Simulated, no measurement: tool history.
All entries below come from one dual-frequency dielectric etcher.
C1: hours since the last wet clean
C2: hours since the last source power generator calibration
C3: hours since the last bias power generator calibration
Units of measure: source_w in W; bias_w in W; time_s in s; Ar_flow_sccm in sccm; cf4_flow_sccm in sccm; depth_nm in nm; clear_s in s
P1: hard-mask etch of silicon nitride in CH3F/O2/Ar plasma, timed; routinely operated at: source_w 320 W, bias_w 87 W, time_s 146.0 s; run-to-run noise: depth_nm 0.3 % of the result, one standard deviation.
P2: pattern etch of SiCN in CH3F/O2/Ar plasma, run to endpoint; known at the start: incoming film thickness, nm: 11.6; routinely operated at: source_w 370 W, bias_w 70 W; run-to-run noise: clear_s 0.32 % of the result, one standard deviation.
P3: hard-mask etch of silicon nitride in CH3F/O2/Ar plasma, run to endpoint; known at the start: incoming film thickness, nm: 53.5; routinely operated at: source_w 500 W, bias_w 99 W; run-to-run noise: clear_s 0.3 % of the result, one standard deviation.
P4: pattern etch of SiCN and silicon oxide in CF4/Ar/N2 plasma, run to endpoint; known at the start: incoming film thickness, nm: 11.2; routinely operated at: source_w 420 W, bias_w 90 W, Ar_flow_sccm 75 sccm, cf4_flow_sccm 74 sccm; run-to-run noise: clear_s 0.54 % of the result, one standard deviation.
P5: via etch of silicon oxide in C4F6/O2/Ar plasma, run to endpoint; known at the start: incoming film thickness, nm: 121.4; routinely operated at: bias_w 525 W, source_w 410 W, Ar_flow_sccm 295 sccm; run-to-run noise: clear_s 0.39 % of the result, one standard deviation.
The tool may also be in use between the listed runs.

{"run": 1, "hour": 7.1, "process": "P1", "source_w": 320, "bias_w": 87, "time_s": 146.0, "C1": 421.2, "C2": 1161.3, "C3": 1516.4, "depth_nm": 101.15}
{"run": 2, "hour": 16.8, "process": "P5", "source_w": 410, "bias_w": 525, "Ar_flow_sccm": 295, "C1": 430.9, "C2": 1171.0, "C3": 1526.1, "clear_s": 27.099}
{"run": 3, "hour": 24.7, "process": "P1", "source_w": 390, "bias_w": 87, "time_s": 146.0, "C1": 438.8, "C2": 1178.9, "C3": 1534.0, "depth_nm": 108.91}
{"run": 4, "hour": 31.7, "process": "P1", "source_w": 370, "bias_w": 87, "time_s": 182.5, "C1": 445.8, "C2": 1185.9, "C3": 1541.0, "depth_nm": 134.11}
{"run": 5, "hour": 38.0, "process": "P1", "source_w": 320, "bias_w": 87, "time_s": 146.0, "C1": 452.1, "C2": 1192.2, "C3": 1547.3, "depth_nm": 101.01}
{"run": 6, "hour": 46.0, "process": "P1", "source_w": 220, "bias_w": 87, "time_s": 146.0, "C1": 460.1, "C2": 1200.2, "C3": 1555.3, "depth_nm": 88.46}
{"run": 7, "hour": 53.4, "process": "P1", "source_w": 320, "bias_w": 87, "time_s": 146.0, "C1": 467.5, "C2": 1207.6, "C3": 1562.7, "depth_nm": 100.99}
{"run": 8, "hour": 58.2, "process": "P1", "source_w": 240, "bias_w": 56, "time_s": 146.0, "C1": 472.3, "C2": 1212.4, "C3": 1567.5, "depth_nm": 78.073}
{"run": 9, "hour": 63.7, "process": "P5", "source_w": 410, "bias_w": 525, "Ar_flow_sccm": 295, "C1": 477.8, "C2": 1217.9, "C3": 1573.0, "clear_s": 27.118}
{"run": 10, "hour": 70.7, "process": "P1", "source_w": 320, "bias_w": 87, "time_s": 146.0, "C1": 484.8, "C2": 1224.9, "C3": 1580.0, "depth_nm": 101.36}
{"run": 11, "hour": 76.6, "process": "P1", "source_w": 320, "bias_w": 87, "time_s": 80.5, "C1": 490.7, "C2": 1230.8, "C3": 1585.9, "depth_nm": 55.797}
{"run": 12, "hour": 83.8, "process": "P5", "source_w": 310, "bias_w": 525, "Ar_flow_sccm": 295, "C1": 497.9, "C2": 1238.0, "C3": 1593.1, "clear_s": 29.972}
{"run": 13, "hour": 88.7, "process": "P4", "source_w": 420, "bias_w": 90, "Ar_flow_sccm": 75, "cf4_flow_sccm": 49, "C1": 502.8, "C2": 1242.9, "C3": 1598.0, "clear_s": 13.162}
{"run": 14, "hour": 96.8, "process": "P3", "source_w": 500, "bias_w": 58, "C1": 510.9, "C2": 1251.0, "C3": 1606.1, "clear_s": 73.849}
{"hour": 101.8, "done": "wet clean of the chamber"}
{"run": 15, "hour": 102.6, "process": "P2", "source_w": 370, "bias_w": 70, "C1": 0.8, "C2": 1256.8, "C3": 1611.9, "clear_s": 32.095}
{"run": 16, "hour": 110.6, "process": "P1", "source_w": 320, "bias_w": 113, "time_s": 146.0, "C1": 8.8, "C2": 1264.8, "C3": 1619.9, "depth_nm": 111.85}
{"run": 17, "hour": 120.0, "process": "P3", "source_w": 600, "bias_w": 99, "C1": 18.2, "C2": 1274.2, "C3": 1629.3, "clear_s": 57.414}
{"run": 18, "hour": 126.5, "process": "P1", "source_w": 320, "bias_w": 87, "time_s": 146.0, "C1": 24.7, "C2": 1280.7, "C3": 1635.8, "depth_nm": 101.2}
{"run": 19, "hour": 134.8, "process": "P5", "source_w": 410, "bias_w": 525, "Ar_flow_sccm": 203, "C1": 33.0, "C2": 1289.0, "C3": 1644.1, "clear_s": 26.159}
{"run": 20, "hour": 145.4, "process": "P5", "source_w": 410, "bias_w": 417, "Ar_flow_sccm": 295, "C1": 43.6, "C2": 1299.6, "C3": 1654.7, "clear_s": 29.504}
{"hour": 152.2, "done": "source power generator calibrated"}
{"run": 21, "hour": 155.2, "process": "P4", "source_w": 340, "bias_w": 90, "Ar_flow_sccm": 75, "cf4_flow_sccm": 74, "C1": 53.4, "C2": 3.0, "C3": 1664.5, "clear_s": 15.083}
{"run": 22, "hour": 164.1, "process": "P4", "source_w": 420, "bias_w": 90, "Ar_flow_sccm": 75, "cf4_flow_sccm": 74, "C1": 62.3, "C2": 11.9, "C3": 1673.4, "clear_s": 12.444}
{"run": 23, "hour": 172.1, "process": "P1", "source_w": 320, "bias_w": 60, "time_s": 146.0, "C1": 70.3, "C2": 19.9, "C3": 1681.4, "depth_nm": 88.72}
{"run": 24, "hour": 181.6, "process": "P3", "source_w": 500, "bias_w": 99, "C1": 79.8, "C2": 29.4, "C3": 1690.9, "clear_s": 61.494}
{"run": 25, "hour": 190.6, "process": "P2", "source_w": 500, "bias_w": 70, "C1": 88.8, "C2": 38.4, "C3": 1699.9, "clear_s": 28.644}
{"run": 26, "hour": 197.5, "process": "P2", "source_w": 370, "bias_w": 70, "C1": 95.7, "C2": 45.3, "C3": 1706.8, "clear_s": 32.173}
{"run": 27, "hour": 204.6, "process": "P4", "source_w": 420, "bias_w": 117, "Ar_flow_sccm": 75, "cf4_flow_sccm": 74, "C1": 102.8, "C2": 52.4, "C3": 1713.9, "clear_s": 11.379}
{"run": 28, "hour": 212.2, "process": "P3", "source_w": 500, "bias_w": 99, "C1": 110.4, "C2": 60.0, "C3": 1721.5, "clear_s": 61.163}
{"run": 29, "hour": 220.7, "process": "P1", "source_w": 320, "bias_w": 87, "time_s": 187.5, "C1": 118.9, "C2": 68.5, "C3": 1730.0, "depth_nm": 130.42}
{"run": 30, "hour": 231.1, "process": "P4", "source_w": 420, "bias_w": 90, "Ar_flow_sccm": 47, "cf4_flow_sccm": 74, "C1": 129.3, "C2": 78.9, "C3": 1740.4, "clear_s": 11.842}
{"run": 31, "hour": 238.6, "process": "P1", "source_w": 320, "bias_w": 87, "time_s": 146.0, "C1": 136.8, "C2": 86.4, "C3": 1747.9, "depth_nm": 101.19}
{"run": 32, "hour": 243.6, "process": "P2", "source_w": 370, "bias_w": 56, "C1": 141.8, "C2": 91.4, "C3": 1752.9, "clear_s": 34.519}
{"run": 33, "hour": 250.3, "process": "P1", "source_w": 320, "bias_w": 119, "time_s": 84.5, "C1": 148.5, "C2": 98.1, "C3": 1759.6, "depth_nm": 65.728}
{"run": 34, "hour": 259.3, "process": "P1", "source_w": 320, "bias_w": 87, "time_s": 146.0, "C1": 157.5, "C2": 107.1, "C3": 1768.6, "depth_nm": 101.24}
{"run": 35, "hour": 266.4, "process": "P1", "source_w": 320, "bias_w": 87, "time_s": 146.0, "C1": 164.6, "C2": 114.2, "C3": 1775.7, "depth_nm": 101.06}
{"run": 36, "hour": 272.8, "process": "P1", "source_w": 320, "bias_w": 87, "time_s": 146.0, "C1": 171.0, "C2": 120.6, "C3": 1782.1, "depth_nm": 100.04}
{"run": 37, "hour": 282.1, "process": "P1", "source_w": 320, "bias_w": 87, "time_s": 146.0, "C1": 180.3, "C2": 129.9, "C3": 1791.4, "depth_nm": 100.29}
{"run": 38, "hour": 287.9, "process": "P1", "source_w": 320, "bias_w": 87, "time_s": 146.0, "C1": 186.1, "C2": 135.7, "C3": 1797.2, "depth_nm": 100.1}
{"run": 39, "hour": 296.7, "process": "P1", "source_w": 320, "bias_w": 87, "time_s": 146.0, "C1": 194.9, "C2": 144.5, "C3": 1806.0, "depth_nm": 100.11}
{"hour": 301.2, "done": "wet clean of the chamber"}
{"run": 40, "hour": 304.5, "process": "P1", "source_w": 320, "bias_w": 87, "time_s": 146.0, "C1": 3.3, "C2": 152.3, "C3": 1813.8, "depth_nm": 99.748}
{"run": 41, "hour": 310.0, "process": "P1", "source_w": 320, "bias_w": 87, "time_s": 146.0, "C1": 8.8, "C2": 157.8, "C3": 1819.3, "depth_nm": 100.34}
{"run": 42, "hour": 317.2, "process": "P1", "source_w": 320, "bias_w": 87, "time_s": 146.0, "C1": 16.0, "C2": 165.0, "C3": 1826.5, "depth_nm": 99.466}
{"run": 43, "hour": 322.5, "process": "P1", "source_w": 320, "bias_w": 87, "time_s": 146.0, "C1": 21.3, "C2": 170.3, "C3": 1831.8, "depth_nm": 99.751}

What P1 gives has crept off from where it sat before. The 2 causes that follow fit the log equally well, each at the size noted:
A: source power that arrives under what is set, % = 3.97
B: bias power that arrives under what is set, % = 4.1
At approximately hour 259.3, the process output began to creep.
All other causes, with the reason each is excluded:
chamber walls in a state that lowers the etch rate, %: work on it at hour 301.2, done after the drift set in, did not restore what the process gave before

Which of the check runs below tells the causes apart, meaning the causes would give it clearly different results? Each run uses 5 wafers whose results are averaged, and each result is shown as a question mark.
{"run": "check 1", "hour": 327.8, "process": "P4", "source_w": 420, "bias_w": 90, "Ar_flow_sccm": 75, "cf4_flow_sccm": 74, "clear_s": "?"}
{"run": "check 2", "hour": 327.8, "process": "P5", "source_w": 410, "bias_w": 525, "Ar_flow_sccm": 295, "clear_s": "?"}
{"run": "check 3", "hour": 327.8, "process": "P2", "source_w": 370, "bias_w": 70, "clear_s": "?"}
{"run": "check 4", "hour": 327.8, "process": "P3", "source_w": 500, "bias_w": 99, "clear_s": "?"}

What each check would give under each cause:
check=check_1 result=clear_s if_A=12.949 if_B=12.673
check=check_2 result=clear_s if_A=27.560 if_B=27.582
check=check_3 result=clear_s if_A=32.638 if_B=32.622
check=check_4 result=clear_s if_A=62.314 if_B=62.308
Separation of the two closest causes in each check, using whichever result separates them best: check 1 2.16 %; check 2 0.08 %; check 3 0.05 %; check 4 0.01 %
The causes can be told apart only by check 1. The other checks would give nearly the same results under each of them.

After running check 1, the following was obtained: clear_s 12.973 s. Which cause does this point to?

Of the candidate causes, it is A: source power that arrives under what is set, %.
